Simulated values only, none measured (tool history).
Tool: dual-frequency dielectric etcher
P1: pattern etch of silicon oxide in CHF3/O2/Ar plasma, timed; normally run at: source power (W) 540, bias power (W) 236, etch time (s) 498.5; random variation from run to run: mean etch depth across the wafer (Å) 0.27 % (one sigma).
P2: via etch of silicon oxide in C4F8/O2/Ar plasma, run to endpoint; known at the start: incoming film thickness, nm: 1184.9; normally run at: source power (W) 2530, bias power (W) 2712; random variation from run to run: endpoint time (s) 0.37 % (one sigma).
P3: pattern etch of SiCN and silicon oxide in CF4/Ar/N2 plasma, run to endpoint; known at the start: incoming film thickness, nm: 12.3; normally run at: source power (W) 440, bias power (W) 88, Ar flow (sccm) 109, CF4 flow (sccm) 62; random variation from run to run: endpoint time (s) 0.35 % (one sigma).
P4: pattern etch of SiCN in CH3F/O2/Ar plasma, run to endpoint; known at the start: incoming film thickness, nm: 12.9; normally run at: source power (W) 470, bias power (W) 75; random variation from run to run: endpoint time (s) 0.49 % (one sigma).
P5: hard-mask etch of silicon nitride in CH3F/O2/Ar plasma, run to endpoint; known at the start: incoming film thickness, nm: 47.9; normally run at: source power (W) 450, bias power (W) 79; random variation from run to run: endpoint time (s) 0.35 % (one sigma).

run   hour  process that ran  source power (W)  bias power (W)  etch time (s)  Ar flow (sccm)  CF4 flow (sccm)  hours since the last wet clean  hours since the last source power generator calibration  hours since the last bias power generator calibration  mean etch depth across the wafer (Å)  endpoint time (s)
  1    4.1                P1               540             236          498.5                                                             80.7                                                   2673.5                                                 1713.1                               10292.0
  2    6.5                P1               730             236          498.5                                                             83.1                                                   2675.9                                                 1715.5                               11528.0
  3   11.6                P1               540             236          498.5                                                             88.2                                                   2681.0                                                 1720.6                               10293.0
  4   14.2                P2              1590            2712                                                                            90.8                                                   2683.6                                                 1723.2                                                  243.710
  5   17.6                P1               540             236          498.5                                                             94.2                                                   2687.0                                                 1726.6                               10313.0
  6   21.0                P4               370              75                                                                            97.6                                                   2690.4                                                 1730.0                                                   35.531
  7   25.8                P4               470              75                                                                           102.4                                                   2695.2                                                 1734.8                                                   32.379
  8   30.4                P1               540             236          498.5                                                            107.0                                                   2699.8                                                 1739.4                               10316.0
  9   33.2                P3               440              88                            109               62                           109.8                                                   2702.6                                                 1742.2                                                   13.767
 10   37.5                P3               360              88                            109               62                           114.1                                                   2706.9                                                 1746.5                                                   16.433
 11   41.7                P3               440              88                            109               85                           118.3                                                   2711.1                                                 1750.7                                                   13.182
 12   46.2                P1               540             236          498.5                                                            122.8                                                   2715.6                                                 1755.2                               10271.0
 13   48.6                P5               580              79                                                                           125.2                                                   2718.0                                                 1757.6                                                   57.325
 14   51.7                P2              2530            2712                                                                           128.3                                                   2721.1                                                 1760.7                                                  202.200
 15   54.9                P1               540             152          498.5                                                            131.5                                                   2724.3                                                 1763.9                                8880.6
 16   58.3                P5               450              79                                                                           134.9                                                   2727.7                                                 1767.3                                                   62.670
 17   61.3                P3               440              54                            109               62                           137.9                                                   2730.7                                                 1770.3                                                   16.261
 18   66.4                P1               710             181          498.5                                                            143.0                                                   2735.8                                                 1775.4                               10418.0
 19   71.2                P5               450              54                                                                           147.8                                                   2740.6                                                 1780.2                                                   70.949
      72.2  -- bias power generator calibrated
 20   75.1                P1               540             236          498.5                                                            151.7                                                   2744.5                                                    2.9                               10301.0
 21   79.6                P2              2530            2712                                                                           156.2                                                   2749.0                                                    7.4                                                  202.560
 22   83.0                P1               420             236          731.0                                                            159.6                                                   2752.4                                                   10.8                               13783.0
 23   87.6                P1               540             236          719.0                                                            164.2                                                   2757.0                                                   15.4                               14858.0
      89.8  -- source power generator calibrated
 24   90.2                P3               440              88                            109               62                           166.8                                                      0.5                                                   18.0                                                   13.828
 25   92.9                P1               540             236          274.0                                                            169.5                                                      3.2                                                   20.7                                5654.1
 26   96.3                P4               470             105                                                                           172.9                                                      6.6                                                   24.1                                                   28.512
 27   98.7                P1               540             317          498.5                                                            175.3                                                      9.0                                                   26.5                               11494.0
 28  103.3                P1               540             236          498.5                                                            179.9                                                     13.6                                                   31.1                               10294.0
 29  107.5                P3               440              88                             66               62                           184.1                                                     17.8                                                   35.3                                                   12.867
 30  112.4                P1               330             236          498.5                                                            189.0                                                     22.7                                                   40.2                                8570.2
 31  116.2                P2              2530            3423                                                                           192.8                                                     26.5                                                   44.0                                                  188.210
 32  120.1                P1               540             236          498.5                                                            196.7                                                     30.4                                                   47.9                               10288.0
 33  123.6                P1               540             236          498.5                                                            200.2                                                     33.9                                                   51.4                               10250.0
 34  126.6                P1               540             236          498.5                                                            203.2                                                     36.9                                                   54.4                               10199.0
 35  131.0                P1               540             236          498.5                                                            207.6                                                     41.3                                                   58.8                               10189.0
     134.7  -- wet clean of the chamber
 36  135.5                P1               540             236          498.5                                                              0.8                                                     45.8                                                   63.3                               10165.0
 37  139.2                P1               540             236          498.5                                                              4.5                                                     49.5                                                   67.0                               10203.0
 38  142.7                P1               540             236          498.5                                                              8.0                                                     53.0                                                   70.5                               10111.0
 39  146.1                P1               540             236          498.5                                                             11.4                                                     56.4                                                   73.9                               10217.0
 40  150.2                P1               540             236          498.5                                                             15.5                                                     60.5                                                   78.0                               10085.0
 41  154.8                P1               540             236          498.5                                                             20.1                                                     65.1                                                   82.6                               10137.0

What P1 gives has crept away from where it was. These 2 causes fit the log equally well, each at the size given:
A: source power that arrives under what is set, % = 4.25
B: bias power that arrives under what is set, % = 4.49
The creep began at about hour 120.1.
Why every other cause is out:
chamber walls in a state that lowers the etch rate, %: serviced at hour 134.7, which brought nothing back

4 check runs are offered, each on 2 wafers whose results are averaged, their results left as question marks. Which one tells the causes apart?
check 1  159.4                P3               440              88                            109               62                                                                                                                                                                                                        ?
check 2  159.4                P4               470              75                                                                                                                                                                                                                                                        ?
check 3  159.4                P5               450              79                                                                                                                                                                                                                                                        ?
check 4  159.4                P2              2530            2712                                                                                                                                                                                                                                                        ?

What each check would give under each cause:
  check             result     if A     if B
check 1  endpoint time (s)   14.301   13.999
check 2  endpoint time (s)   32.890   32.883
check 3  endpoint time (s)   63.773   63.737
check 4  endpoint time (s)  206.680  205.980
How far apart the two closest causes lie, in the result that separates them most: check 1 2.14 %; check 2 0.02 %; check 3 0.06 %; check 4 0.34 %
Only check 1 tells the causes apart: in the others they would give nearly the same result.

Check 1 was then run and gave: endpoint time (s) 14.047. Which cause is it?

It is B: bias power that arrives under what is set, %.
